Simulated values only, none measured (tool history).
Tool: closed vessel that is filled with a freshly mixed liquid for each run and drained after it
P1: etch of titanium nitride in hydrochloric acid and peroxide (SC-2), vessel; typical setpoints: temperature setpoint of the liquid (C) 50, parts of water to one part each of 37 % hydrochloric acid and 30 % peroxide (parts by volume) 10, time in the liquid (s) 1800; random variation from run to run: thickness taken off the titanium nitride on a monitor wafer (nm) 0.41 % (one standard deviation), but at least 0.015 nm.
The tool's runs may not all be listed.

run,hour,temperature setpoint of the liquid (C),parts of water to one part each of 37 % hydrochloric acid and 30 % peroxide (parts by volume),time in the liquid (s),hours since the thermometer was replaced,hours since the chemicals flow meter was replaced,hours since the drum of peroxide was connected,thickness taken off the titanium nitride on a monitor wafer (nm)
1,10,50,10,1800,2064,1163.5,391.5,43.559
2,20,60.5,10,1800,2074,1173.5,401.5,86.314
3,27.6,50,10,1005,2081.6,1181.1,409.1,24.375
4,35.2,50,4,1800,2089.2,1188.7,416.7,86.856
5,49.6,50,10,1800,2103.6,1203.1,431.1,43.762
6,64.1,50,10,1800,2118.1,1217.6,445.6,43.499
7,75.2,37,14.5,1800,2129.2,1228.7,456.7,12.872
8,83.3,50,18,1800,2137.3,1236.8,464.8,26.221
9,94.8,50,4,715,2148.8,1248.3,476.3,34.574
10,102.8,50,10,1800,2156.8,1256.3,484.3,43.537
11,115.2,42,10,665,2169.2,1268.7,496.7,9.2704
12,123.6,50,10,3570,2177.6,1277.1,505.1,86.125
13,136.7,37,10,1800,2190.7,1290.2,518.2,17.638
14,144.8,50,10,1800,2198.8,1298.3,526.3,43.207

Predict the results of run 15:
15,155.9,50,10,1800,2209.9,1309.4,537.4,?

thickness taken off the titanium nitride on a monitor wafer (nm): 43.372
